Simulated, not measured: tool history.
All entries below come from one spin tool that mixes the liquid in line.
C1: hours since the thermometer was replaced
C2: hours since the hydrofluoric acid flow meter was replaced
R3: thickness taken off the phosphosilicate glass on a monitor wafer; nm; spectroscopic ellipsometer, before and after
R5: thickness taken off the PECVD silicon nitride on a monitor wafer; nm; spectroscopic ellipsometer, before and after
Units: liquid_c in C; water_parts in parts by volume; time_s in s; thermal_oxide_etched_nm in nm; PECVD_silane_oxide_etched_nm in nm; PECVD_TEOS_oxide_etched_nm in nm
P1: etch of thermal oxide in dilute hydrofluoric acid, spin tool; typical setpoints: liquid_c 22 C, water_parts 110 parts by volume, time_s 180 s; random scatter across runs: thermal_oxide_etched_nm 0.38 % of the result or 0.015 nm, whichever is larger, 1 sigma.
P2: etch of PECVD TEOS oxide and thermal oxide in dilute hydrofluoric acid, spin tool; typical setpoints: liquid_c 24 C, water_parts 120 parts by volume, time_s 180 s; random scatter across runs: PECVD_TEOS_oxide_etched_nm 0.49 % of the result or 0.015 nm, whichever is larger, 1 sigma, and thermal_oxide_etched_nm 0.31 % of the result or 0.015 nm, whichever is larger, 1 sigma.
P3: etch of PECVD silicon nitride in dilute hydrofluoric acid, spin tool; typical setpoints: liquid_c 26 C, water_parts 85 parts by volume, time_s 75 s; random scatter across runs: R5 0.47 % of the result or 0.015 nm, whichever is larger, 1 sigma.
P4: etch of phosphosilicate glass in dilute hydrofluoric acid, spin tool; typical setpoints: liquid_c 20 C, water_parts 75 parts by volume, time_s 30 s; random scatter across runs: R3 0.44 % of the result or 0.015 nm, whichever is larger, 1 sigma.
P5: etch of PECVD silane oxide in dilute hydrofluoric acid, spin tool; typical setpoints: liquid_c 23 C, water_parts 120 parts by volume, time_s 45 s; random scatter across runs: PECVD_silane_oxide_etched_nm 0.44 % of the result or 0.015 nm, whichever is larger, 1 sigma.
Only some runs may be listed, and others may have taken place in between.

{"run": 1, "hour": 3.2, "process": "P1", "liquid_c": 22, "water_parts": 110, "time_s": 180, "C1": 1113, "C2": 187.2, "thermal_oxide_etched_nm": 7.2489}
{"run": 2, "hour": 5.6, "process": "P5", "liquid_c": 23, "water_parts": 120, "time_s": 65, "C1": 1115.4, "C2": 189.6, "PECVD_silane_oxide_etched_nm": 12.59}
{"run": 3, "hour": 8.8, "process": "P1", "liquid_c": 22, "water_parts": 110, "time_s": 180, "C1": 1118.6, "C2": 192.8, "thermal_oxide_etched_nm": 7.3504}
{"run": 4, "hour": 12.1, "process": "P1", "liquid_c": 22, "water_parts": 190, "time_s": 180, "C1": 1121.9, "C2": 196.1, "thermal_oxide_etched_nm": 3.924}
{"run": 5, "hour": 14.4, "process": "P5", "liquid_c": 17, "water_parts": 120, "time_s": 45, "C1": 1124.2, "C2": 198.4, "PECVD_silane_oxide_etched_nm": 6.9427}
{"run": 6, "hour": 17.5, "process": "P4", "liquid_c": 20, "water_parts": 75, "time_s": 15, "C1": 1127.3, "C2": 201.5, "R3": 22.638}
{"run": 7, "hour": 19.8, "process": "P1", "liquid_c": 17, "water_parts": 50, "time_s": 180, "C1": 1129.6, "C2": 203.8, "thermal_oxide_etched_nm": 13.985}
{"run": 8, "hour": 21.7, "process": "P2", "liquid_c": 19.5, "water_parts": 120, "time_s": 180, "C1": 1131.5, "C2": 205.7, "thermal_oxide_etched_nm": 5.8397, "PECVD_TEOS_oxide_etched_nm": 17.653}
{"run": 9, "hour": 23.9, "process": "P3", "liquid_c": 19.5, "water_parts": 85, "time_s": 75, "C1": 1133.7, "C2": 207.9, "R5": 3.5056}
{"run": 10, "hour": 27.4, "process": "P3", "liquid_c": 26, "water_parts": 85, "time_s": 75, "C1": 1137.2, "C2": 211.4, "R5": 5.5171}
{"run": 11, "hour": 29.8, "process": "P1", "liquid_c": 22, "water_parts": 110, "time_s": 180, "C1": 1139.6, "C2": 213.8, "thermal_oxide_etched_nm": 7.3214}
{"run": 12, "hour": 32.7, "process": "P1", "liquid_c": 22, "water_parts": 110, "time_s": 180, "C1": 1142.5, "C2": 216.7, "thermal_oxide_etched_nm": 7.3428}
{"run": 13, "hour": 35.4, "process": "P1", "liquid_c": 28, "water_parts": 200, "time_s": 180, "C1": 1145.2, "C2": 219.4, "thermal_oxide_etched_nm": 4.5715}
{"run": 14, "hour": 39.8, "process": "P1", "liquid_c": 17, "water_parts": 110, "time_s": 180, "C1": 1149.6, "C2": 223.8, "thermal_oxide_etched_nm": 5.9489}
{"run": 15, "hour": 44.2, "process": "P2", "liquid_c": 24, "water_parts": 120, "time_s": 35, "C1": 1154, "C2": 228.2, "thermal_oxide_etched_nm": 1.3667, "PECVD_TEOS_oxide_etched_nm": 4.1113}
{"run": 16, "hour": 46.4, "process": "P3", "liquid_c": 26, "water_parts": 20, "time_s": 75, "C1": 1156.2, "C2": 230.4, "R5": 22.189}
{"run": 17, "hour": 49.3, "process": "P3", "liquid_c": 26, "water_parts": 85, "time_s": 30, "C1": 1159.1, "C2": 233.3, "R5": 2.1942}
{"run": 18, "hour": 53.7, "process": "P5", "liquid_c": 23, "water_parts": 45, "time_s": 45, "C1": 1163.5, "C2": 237.7, "PECVD_silane_oxide_etched_nm": 25.599}
{"run": 19, "hour": 57.1, "process": "P1", "liquid_c": 22, "water_parts": 110, "time_s": 180, "C1": 1166.9, "C2": 241.1, "thermal_oxide_etched_nm": 7.3168}
{"run": 20, "hour": 59.1, "process": "P1", "liquid_c": 27.5, "water_parts": 110, "time_s": 180, "C1": 1168.9, "C2": 243.1, "thermal_oxide_etched_nm": 9.0934}
{"run": 21, "hour": 62.2, "process": "P5", "liquid_c": 23, "water_parts": 120, "time_s": 45, "C1": 1172, "C2": 246.2, "PECVD_silane_oxide_etched_nm": 8.8155}
{"run": 22, "hour": 64.8, "process": "P1", "liquid_c": 22, "water_parts": 65, "time_s": 180, "C1": 1174.6, "C2": 248.8, "thermal_oxide_etched_nm": 12.992}
{"run": 23, "hour": 68.2, "process": "P5", "liquid_c": 23, "water_parts": 120, "time_s": 45, "C1": 1178, "C2": 252.2, "PECVD_silane_oxide_etched_nm": 8.8012}
{"run": 24, "hour": 72.5, "process": "P4", "liquid_c": 20, "water_parts": 75, "time_s": 30, "C1": 1182.3, "C2": 256.5, "R3": 45.257}
{"run": 25, "hour": 75.3, "process": "P2", "liquid_c": 24, "water_parts": 120, "time_s": 180, "C1": 1185.1, "C2": 259.3, "thermal_oxide_etched_nm": 7.0458, "PECVD_TEOS_oxide_etched_nm": 21.183}
{"run": 26, "hour": 77.4, "process": "P4", "liquid_c": 20, "water_parts": 75, "time_s": 30, "C1": 1187.2, "C2": 261.4, "R3": 44.97}
{"run": 27, "hour": 79.4, "process": "P2", "liquid_c": 24, "water_parts": 210, "time_s": 180, "C1": 1189.2, "C2": 263.4, "thermal_oxide_etched_nm": 3.6418, "PECVD_TEOS_oxide_etched_nm": 10.839}
{"run": 28, "hour": 82.2, "process": "P1", "liquid_c": 22, "water_parts": 110, "time_s": 305, "C1": 1192, "C2": 266.2, "thermal_oxide_etched_nm": 12.39}
{"run": 29, "hour": 84.9, "process": "P4", "liquid_c": 24.5, "water_parts": 75, "time_s": 30, "C1": 1194.7, "C2": 268.9, "R3": 54.56}
{"run": 30, "hour": 88.4, "process": "P1", "liquid_c": 22, "water_parts": 110, "time_s": 70, "C1": 1198.2, "C2": 272.4, "thermal_oxide_etched_nm": 2.8177}
{"run": 31, "hour": 90.5, "process": "P1", "liquid_c": 22, "water_parts": 110, "time_s": 180, "C1": 1200.3, "C2": 274.5, "thermal_oxide_etched_nm": 7.2636}
{"run": 32, "hour": 94.6, "process": "P4", "liquid_c": 20, "water_parts": 105, "time_s": 30, "C1": 1204.4, "C2": 278.6, "R3": 31.308}
{"run": 33, "hour": 98.8, "process": "P1", "liquid_c": 22, "water_parts": 110, "time_s": 180, "C1": 1208.6, "C2": 282.8, "thermal_oxide_etched_nm": 7.2787}
{"run": 34, "hour": 102.6, "process": "P1", "liquid_c": 22, "water_parts": 110, "time_s": 180, "C1": 1212.4, "C2": 286.6, "thermal_oxide_etched_nm": 7.5346}
{"run": 35, "hour": 106.2, "process": "P1", "liquid_c": 22, "water_parts": 110, "time_s": 180, "C1": 1216, "C2": 290.2, "thermal_oxide_etched_nm": 7.6728}
{"run": 36, "hour": 110.1, "process": "P1", "liquid_c": 22, "water_parts": 110, "time_s": 180, "C1": 1219.9, "C2": 294.1, "thermal_oxide_etched_nm": 7.7016}
{"run": 37, "hour": 114.0, "process": "P1", "liquid_c": 22, "water_parts": 110, "time_s": 180, "C1": 1223.8, "C2": 298, "thermal_oxide_etched_nm": 7.7769}
{"run": 38, "hour": 116.5, "process": "P1", "liquid_c": 22, "water_parts": 110, "time_s": 180, "C1": 1226.3, "C2": 300.5, "thermal_oxide_etched_nm": 7.8806}
{"run": 39, "hour": 120.8, "process": "P1", "liquid_c": 22, "water_parts": 110, "time_s": 180, "C1": 1230.6, "C2": 304.8, "thermal_oxide_etched_nm": 7.7555}
{"run": 40, "hour": 123.2, "process": "P1", "liquid_c": 22, "water_parts": 110, "time_s": 180, "C1": 1233, "C2": 307.2, "thermal_oxide_etched_nm": 7.8784}
{"run": 41, "hour": 125.4, "process": "P1", "liquid_c": 22, "water_parts": 110, "time_s": 180, "C1": 1235.2, "C2": 309.4, "thermal_oxide_etched_nm": 7.818}

Something has made what P1 gives creep away from where it was; the 2 causes below, each at its own stated size, fit the log equally well:
A: liquid hotter than its thermometer reads (K) = 1.79
B: hydrofluoric acid flow above the setpoint (%) = 6.51
The process output started creeping at around hour 98.8.

Consider the 4 single-wafer check runs listed below, results given as question marks: which one distinguishes between the causes by giving clearly different results for each?
{"run": "check 1", "hour": 127.6, "process": "P2", "liquid_c": 24, "water_parts": 120, "time_s": 180, "thermal_oxide_etched_nm": "?", "PECVD_TEOS_oxide_etched_nm": "?"}
{"run": "check 2", "hour": 127.6, "process": "P5", "liquid_c": 23, "water_parts": 120, "time_s": 45, "PECVD_silane_oxide_etched_nm": "?"}
{"run": "check 3", "hour": 127.6, "process": "P4", "liquid_c": 20, "water_parts": 75, "time_s": 30, "R3": "?"}
{"run": "check 4", "hour": 127.6, "process": "P3", "liquid_c": 26, "water_parts": 85, "time_s": 75, "R5": "?"}

How each check would come out, cause by cause:
check=check_1 result=thermal_oxide_etched_nm if_A=7.5337 if_B=7.5526
check=check_1 result=PECVD_TEOS_oxide_etched_nm if_A=22.656 if_B=22.713
check=check_2 result=PECVD_silane_oxide_etched_nm if_A=9.4406 if_B=9.4561
check=check_3 result=R3 if_A=48.874 if_B=48.59
check=check_4 result=R5 if_A=6.0997 if_B=5.7819
Separation of the two closest causes in each check, using whichever result separates them best: check 1 0.25 %; check 2 0.16 %; check 3 0.58 %; check 4 5.35 %
The causes can be told apart only by check 4. The other checks would give nearly the same results under each of them.

Then check 4 was run and gave: R5 5.8074 nm. Which cause is it?

B is the cause: hydrofluoric acid flow above the setpoint (%).
